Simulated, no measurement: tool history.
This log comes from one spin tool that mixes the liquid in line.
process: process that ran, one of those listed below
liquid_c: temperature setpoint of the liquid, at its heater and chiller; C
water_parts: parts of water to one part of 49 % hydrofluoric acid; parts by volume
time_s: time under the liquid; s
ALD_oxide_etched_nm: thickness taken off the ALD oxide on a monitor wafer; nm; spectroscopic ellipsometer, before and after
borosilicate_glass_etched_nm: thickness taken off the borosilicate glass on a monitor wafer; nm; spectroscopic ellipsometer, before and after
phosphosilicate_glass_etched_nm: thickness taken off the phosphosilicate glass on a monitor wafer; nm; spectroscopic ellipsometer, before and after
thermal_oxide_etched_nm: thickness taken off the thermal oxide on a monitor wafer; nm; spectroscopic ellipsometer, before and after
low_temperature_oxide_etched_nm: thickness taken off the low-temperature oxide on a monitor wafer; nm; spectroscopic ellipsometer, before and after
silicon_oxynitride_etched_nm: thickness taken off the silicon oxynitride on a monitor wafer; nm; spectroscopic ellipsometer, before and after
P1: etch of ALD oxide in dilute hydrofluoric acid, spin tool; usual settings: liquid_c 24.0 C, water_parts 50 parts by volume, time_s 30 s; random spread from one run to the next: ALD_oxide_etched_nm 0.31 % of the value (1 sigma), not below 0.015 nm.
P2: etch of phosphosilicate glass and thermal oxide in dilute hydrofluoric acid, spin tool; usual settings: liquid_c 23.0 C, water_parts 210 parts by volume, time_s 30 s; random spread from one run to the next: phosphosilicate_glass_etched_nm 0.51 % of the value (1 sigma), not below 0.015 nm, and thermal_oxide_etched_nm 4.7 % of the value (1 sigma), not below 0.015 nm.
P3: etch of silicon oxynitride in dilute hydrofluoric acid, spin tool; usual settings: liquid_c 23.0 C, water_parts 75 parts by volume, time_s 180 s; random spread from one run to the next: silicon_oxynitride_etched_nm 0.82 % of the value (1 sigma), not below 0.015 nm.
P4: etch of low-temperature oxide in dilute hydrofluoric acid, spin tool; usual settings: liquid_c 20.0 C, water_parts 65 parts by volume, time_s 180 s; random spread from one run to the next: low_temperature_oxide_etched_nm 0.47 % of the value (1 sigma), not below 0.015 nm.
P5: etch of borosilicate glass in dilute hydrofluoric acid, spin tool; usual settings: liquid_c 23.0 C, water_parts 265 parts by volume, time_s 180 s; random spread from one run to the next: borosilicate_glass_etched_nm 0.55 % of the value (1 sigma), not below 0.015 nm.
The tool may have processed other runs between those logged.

| run | hour | process | liquid_c | water_parts | time_s | hours since the thermometer was replaced | hours since the hydrofluoric acid flow meter was replaced | ALD_oxide_etched_nm | borosilicate_glass_etched_nm | phosphosilicate_glass_etched_nm | thermal_oxide_etched_nm | low_temperature_oxide_etched_nm | silicon_oxynitride_etched_nm |
|---|---|---|---|---|---|---|---|---|---|---|---|---|---|
| 1 | 6.3 | P1 | 24.0 | 50 | 30 | 541.4 | 116.5 | 12.7570 |  |  |  |  |  |
| 2 | 11.0 | P5 | 18.0 | 265 | 180 | 546.1 | 121.2 |  | 7.7302 |  |  |  |  |
| 3 | 17.2 | P2 | 23.0 | 210 | 30 | 552.3 | 127.4 |  |  | 19.9830 | 0.54079 |  |  |
| 4 | 22.9 | P1 | 24.0 | 50 | 15 | 558.0 | 133.1 | 6.4808 |  |  |  |  |  |
| 5 | 28.7 | P4 | 20.0 | 65 | 180 | 563.8 | 138.9 |  |  |  |  | 26.895 |  |
| 6 | 34.7 | P4 | 20.0 | 65 | 330 | 569.8 | 144.9 |  |  |  |  | 49.352 |  |
| 7 | 38.1 | P3 | 23.0 | 125 | 180 | 573.2 | 148.3 |  |  |  |  |  | 1.91930 |
| 8 | 43.8 | P1 | 29.5 | 50 | 30 | 578.9 | 154.0 | 15.9580 |  |  |  |  |  |
| 9 | 50.3 | P1 | 24.0 | 50 | 30 | 585.4 | 160.5 | 12.8250 |  |  |  |  |  |
| 10 | 55.2 | P1 | 24.0 | 50 | 60 | 590.3 | 165.4 | 25.7880 |  |  |  |  |  |
| 11 | 59.6 | P2 | 23.0 | 210 | 15 | 594.7 | 169.8 |  |  | 9.8894 | 0.29974 |  |  |
| 12 | 64.7 | P1 | 24.0 | 20 | 30 | 599.8 | 174.9 | 33.3740 |  |  |  |  |  |
| 13 | 69.1 | P1 | 24.0 | 50 | 30 | 604.2 | 179.3 | 12.7780 |  |  |  |  |  |
| 14 | 73.1 | P1 | 24.0 | 80 | 30 | 608.2 | 183.3 | 7.7108 |  |  |  |  |  |
| 15 | 77.9 | P3 | 23.0 | 75 | 180 | 613.0 | 188.1 |  |  |  |  |  | 3.26560 |
| 16 | 84.5 | P5 | 23.0 | 460 | 180 | 619.6 | 194.7 |  | 4.5287 |  |  |  |  |
| 17 | 89.1 | P2 | 23.0 | 210 | 30 | 624.2 | 199.3 |  |  | 19.9450 | 0.53691 |  |  |
| 18 | 92.2 | P5 | 23.0 | 265 | 180 | 627.3 | 202.4 |  | 9.3111 |  |  |  |  |
| 19 | 96.5 | P3 | 23.0 | 75 | 15 | 631.6 | 206.7 |  |  |  |  |  | 0.25908 |
| 20 | 101.0 | P1 | 24.0 | 20 | 15 | 636.1 | 211.2 | 16.6710 |  |  |  |  |  |
| 21 | 105.7 | P2 | 18.0 | 210 | 30 | 640.8 | 215.9 |  |  | 16.5130 | 0.49075 |  |  |
| 22 | 108.6 | P1 | 17.0 | 50 | 30 | 643.7 | 218.8 | 9.5382 |  |  |  |  |  |
| 23 | 114.9 | P1 | 24.0 | 50 | 30 | 650.0 | 225.1 | 12.8190 |  |  |  |  |  |
| 24 | 120.9 | P4 | 20.0 | 105 | 180 | 656.0 | 231.1 |  |  |  |  | 15.950 |  |
| 25 | 124.9 | P4 | 24.0 | 65 | 180 | 660.0 | 235.1 |  |  |  |  | 31.875 |  |
| 26 | 128.2 | P4 | 20.0 | 65 | 180 | 663.3 | 238.4 |  |  |  |  | 26.952 |  |
| 27 | 131.4 | P2 | 23.0 | 115 | 30 | 666.5 | 241.6 |  |  | 40.2110 | 1.09110 |  |  |
| 28 | 137.3 | P5 | 23.0 | 265 | 275 | 672.4 | 247.5 |  | 14.3400 |  |  |  |  |
| 29 | 140.4 | P3 | 28.0 | 75 | 180 | 675.5 | 250.6 |  |  |  |  |  | 4.13880 |
| 30 | 144.6 | P1 | 24.0 | 50 | 30 | 679.7 | 254.8 | 12.7970 |  |  |  |  |  |
| 31 | 149.7 | P1 | 24.0 | 50 | 30 | 684.8 | 259.9 | 12.2970 |  |  |  |  |  |
| 32 | 153.8 | P1 | 24.0 | 50 | 30 | 688.9 | 264.0 | 12.1410 |  |  |  |  |  |
| 33 | 158.0 | P1 | 24.0 | 50 | 30 | 693.1 | 268.2 | 11.8730 |  |  |  |  |  |
| 34 | 163.5 | P1 | 24.0 | 50 | 30 | 698.6 | 273.7 | 11.8240 |  |  |  |  |  |
| 35 | 166.8 | P1 | 24.0 | 50 | 30 | 701.9 | 277.0 | 11.7540 |  |  |  |  |  |
| 36 | 173.1 | P1 | 24.0 | 50 | 30 | 708.2 | 283.3 | 11.7170 |  |  |  |  |  |
| 37 | 178.2 | P1 | 24.0 | 50 | 30 | 713.3 | 288.4 | 11.6600 |  |  |  |  |  |
| 38 | 183.2 | P1 | 24.0 | 50 | 30 | 718.3 | 293.4 | 11.6680 |  |  |  |  |  |

P1 no longer gives what it gave before; its output has crept away from where it was. The following 2 causes, each at its listed size, fit the log equally well:
A: liquid colder than its thermometer reads (K) = 2.35
B: hydrofluoric acid flow below the setpoint (%) = 8.7
The process output started creeping at around hour 144.6.

Below are 4 check runs, each on a single wafer, with their results shown as question marks. Which of them would tell the listed causes apart, meaning the causes would give clearly different results under it?
| check 1 | 188.2 | P4 | 23.5 | 65 | 180 |  |  |  |  |  |  | ? |  |
| check 2 | 188.2 | P5 | 23.0 | 430 | 255 |  |  |  | ? |  |  |  |  |
| check 3 | 188.2 | P2 | 23.0 | 130 | 30 |  |  |  |  | ? | ? |  |  |
| check 4 | 188.2 | P3 | 28.0 | 75 | 65 |  |  |  |  |  |  |  | ? |

If the cause were each of the candidates in turn, the checks would give the following:
| check | result | if A | if B |
|---|---|---|---|
| check 1 | low_temperature_oxide_etched_nm | 28.332 | 28.277 |
| check 2 | borosilicate_glass_etched_nm | 6.5204 | 6.2190 |
| check 3 | phosphosilicate_glass_etched_nm | 31.9340 | 31.5500 |
| check 3 | thermal_oxide_etched_nm | 0.88401 | 0.87339 |
| check 4 | silicon_oxynitride_etched_nm | 1.34220 | 1.35860 |
Per check, the gap between the least separated pair of causes, taken in the result that splits them most: check 1 0.2 %; check 2 4.73 %; check 3 1.21 %; check 4 1.22 %
Of the check runs offered, only check 2 discriminates between the causes; the rest would read about the same regardless of which cause applies.

Here is what check 2 returned: borosilicate_glass_etched_nm 6.2820 nm. Which cause is it?

It is B: hydrofluoric acid flow below the setpoint (%).
